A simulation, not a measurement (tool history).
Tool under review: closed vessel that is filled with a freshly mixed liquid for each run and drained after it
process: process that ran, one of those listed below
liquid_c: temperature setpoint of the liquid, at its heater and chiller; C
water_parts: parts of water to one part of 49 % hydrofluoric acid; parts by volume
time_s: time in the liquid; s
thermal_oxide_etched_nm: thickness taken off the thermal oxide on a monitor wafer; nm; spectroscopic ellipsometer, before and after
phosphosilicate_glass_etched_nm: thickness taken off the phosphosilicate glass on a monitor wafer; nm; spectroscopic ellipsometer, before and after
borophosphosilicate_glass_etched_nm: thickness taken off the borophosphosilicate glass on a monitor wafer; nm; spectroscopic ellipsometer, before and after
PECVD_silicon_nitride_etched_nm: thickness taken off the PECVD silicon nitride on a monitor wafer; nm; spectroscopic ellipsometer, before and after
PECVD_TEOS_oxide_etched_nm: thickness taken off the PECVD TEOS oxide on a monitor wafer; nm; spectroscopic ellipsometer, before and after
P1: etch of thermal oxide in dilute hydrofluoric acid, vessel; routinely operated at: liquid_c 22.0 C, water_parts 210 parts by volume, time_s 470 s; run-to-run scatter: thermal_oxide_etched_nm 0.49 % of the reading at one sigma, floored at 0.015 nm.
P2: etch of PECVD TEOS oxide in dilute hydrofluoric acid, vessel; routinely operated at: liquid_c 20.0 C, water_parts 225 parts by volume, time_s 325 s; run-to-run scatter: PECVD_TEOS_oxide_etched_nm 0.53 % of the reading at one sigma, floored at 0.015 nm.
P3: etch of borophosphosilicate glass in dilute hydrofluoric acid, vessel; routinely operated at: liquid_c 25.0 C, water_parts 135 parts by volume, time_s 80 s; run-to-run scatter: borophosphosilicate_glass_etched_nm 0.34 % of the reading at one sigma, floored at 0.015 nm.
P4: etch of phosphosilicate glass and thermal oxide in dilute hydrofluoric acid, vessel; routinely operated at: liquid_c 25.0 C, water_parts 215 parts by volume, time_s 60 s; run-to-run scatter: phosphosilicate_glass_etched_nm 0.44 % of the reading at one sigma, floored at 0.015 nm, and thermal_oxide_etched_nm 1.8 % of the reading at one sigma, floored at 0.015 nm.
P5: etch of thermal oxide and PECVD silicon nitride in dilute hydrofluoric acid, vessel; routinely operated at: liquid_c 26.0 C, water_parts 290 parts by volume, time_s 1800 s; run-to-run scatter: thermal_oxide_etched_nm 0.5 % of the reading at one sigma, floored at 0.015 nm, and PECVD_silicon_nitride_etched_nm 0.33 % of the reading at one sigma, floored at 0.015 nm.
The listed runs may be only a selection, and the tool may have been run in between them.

run,hour,process,liquid_c,water_parts,time_s,hours since the thermometer was replaced,hours since the hydrofluoric acid flow meter was replaced,thermal_oxide_etched_nm,phosphosilicate_glass_etched_nm,borophosphosilicate_glass_etched_nm,PECVD_silicon_nitride_etched_nm,PECVD_TEOS_oxide_etched_nm
1,4.3,P1,22.0,210,470,307.8,146.1,8.7632,,,,
2,7.9,P1,25.5,210,145,311.4,149.7,3.0685,,,,
3,11.5,P1,17.0,210,470,315.0,153.3,7.2948,,,,
4,14.1,P1,22.0,210,470,317.6,155.9,8.7457,,,,
5,18.7,P4,25.0,215,60,322.2,160.5,1.1809,31.179,,,
6,21.8,P3,25.0,20,80,325.3,163.6,,,158.080,,
7,25.4,P1,22.0,210,470,328.9,167.2,8.7457,,,,
8,29.8,P5,26.0,515,1800,333.3,171.6,11.9450,,,7.5199,
9,34.7,P4,31.5,215,60,338.2,176.5,1.4771,39.379,,,
10,37.5,P1,28.5,210,470,341.0,179.3,10.9060,,,,
11,40.0,P5,26.0,290,1800,343.5,181.8,25.8760,,,13.3560,
12,44.7,P1,22.0,210,780,348.2,186.5,14.5190,,,,
13,49.3,P4,25.0,215,90,352.8,191.1,1.7038,46.735,,,
14,53.7,P2,20.0,225,650,357.2,195.5,,,,,35.903
15,57.3,P1,22.0,80,470,360.8,199.1,26.5110,,,,
16,61.9,P1,30.0,210,190,365.4,203.7,4.6990,,,,
17,64.1,P5,22.0,290,1800,367.6,205.9,22.5270,,,10.4670,
18,66.9,P2,20.0,225,325,370.4,208.7,,,,,18.133
19,70.4,P2,20.0,65,325,373.9,212.2,,,,,74.209
20,72.7,P1,22.0,210,470,376.2,214.5,8.7248,,,,
21,76.7,P3,25.0,135,80,380.2,218.5,,,20.056,,
22,80.9,P1,22.0,210,80,384.4,222.7,1.4886,,,,
23,84.9,P2,17.0,225,325,388.4,226.7,,,,,16.042
24,88.6,P1,22.0,210,470,392.1,230.4,8.7115,,,,
25,90.9,P1,22.0,365,470,394.4,232.7,4.3504,,,,
26,93.1,P5,26.0,290,3410,396.6,234.9,48.8210,,,25.4230,
27,96.8,P1,22.0,375,910,400.3,238.6,8.1305,,,,
28,100.1,P3,32.5,135,80,403.6,241.9,,,26.560,,
29,102.9,P3,25.0,135,160,406.4,244.7,,,40.468,,
30,107.1,P4,25.0,80,60,410.6,248.9,3.6409,97.680,,,
31,110.5,P1,22.0,210,470,414.0,252.3,8.6833,,,,
32,115.2,P1,22.0,210,470,418.7,257.0,9.0769,,,,
33,118.3,P1,22.0,210,470,421.8,260.1,9.2847,,,,
34,121.2,P1,22.0,210,470,424.7,263.0,9.3102,,,,
35,124.0,P1,22.0,210,470,427.5,265.8,9.4005,,,,
36,128.8,P1,22.0,210,470,432.3,270.6,9.4392,,,,
37,132.3,P1,22.0,210,470,435.8,274.1,9.4399,,,,
38,136.4,P1,22.0,210,470,439.9,278.2,9.4027,,,,

The output of P1 has drifted from where it used to be. Each of the 2 causes below, taken at the size shown beside it, accounts for the log equally well:
A: liquid hotter than its thermometer reads (K) = 2.11
B: hydrofluoric acid flow above the setpoint (%) = 6.68
The process output started creeping at around hour 110.5.

Question marks stand in for the results of the 4 check runs listed below, each run on one wafer. Under which run would the listed causes show clearly different results?
check 1,140.5,P3,25.0,135,145,,,,,?,,
check 2,140.5,P2,20.0,155,550,,,,,,,?
check 3,140.5,P5,26.0,460,2465,,,?,,,?,
check 4,140.5,P4,30.5,215,60,,,?,?,,,

Expected result of each check under each candidate cause:
check,result,if A,if B
check 1,borophosphosilicate_glass_etched_nm,39.579,39.378
check 2,PECVD_TEOS_oxide_etched_nm,51.787,51.373
check 3,thermal_oxide_etched_nm,20.3720,20.9120
check 3,PECVD_silicon_nitride_etched_nm,13.0190,12.3380
check 4,thermal_oxide_etched_nm,1.5045,1.5202
check 4,phosphosilicate_glass_etched_nm,40.595,41.017
Distance between the nearest two causes, measured in the result of the check that separates them most: check 1 0.51 %; check 2 0.8 %; check 3 5.37 %; check 4 1.04 %
The causes can be told apart only by check 3. The other checks would give nearly the same results under each of them.

The results of check 3 are: thermal_oxide_etched_nm 20.7040 nm; PECVD_silicon_nitride_etched_nm 12.3640 nm. Based on these, which of the listed causes is it?

It was cause B: hydrofluoric acid flow above the setpoint (%).
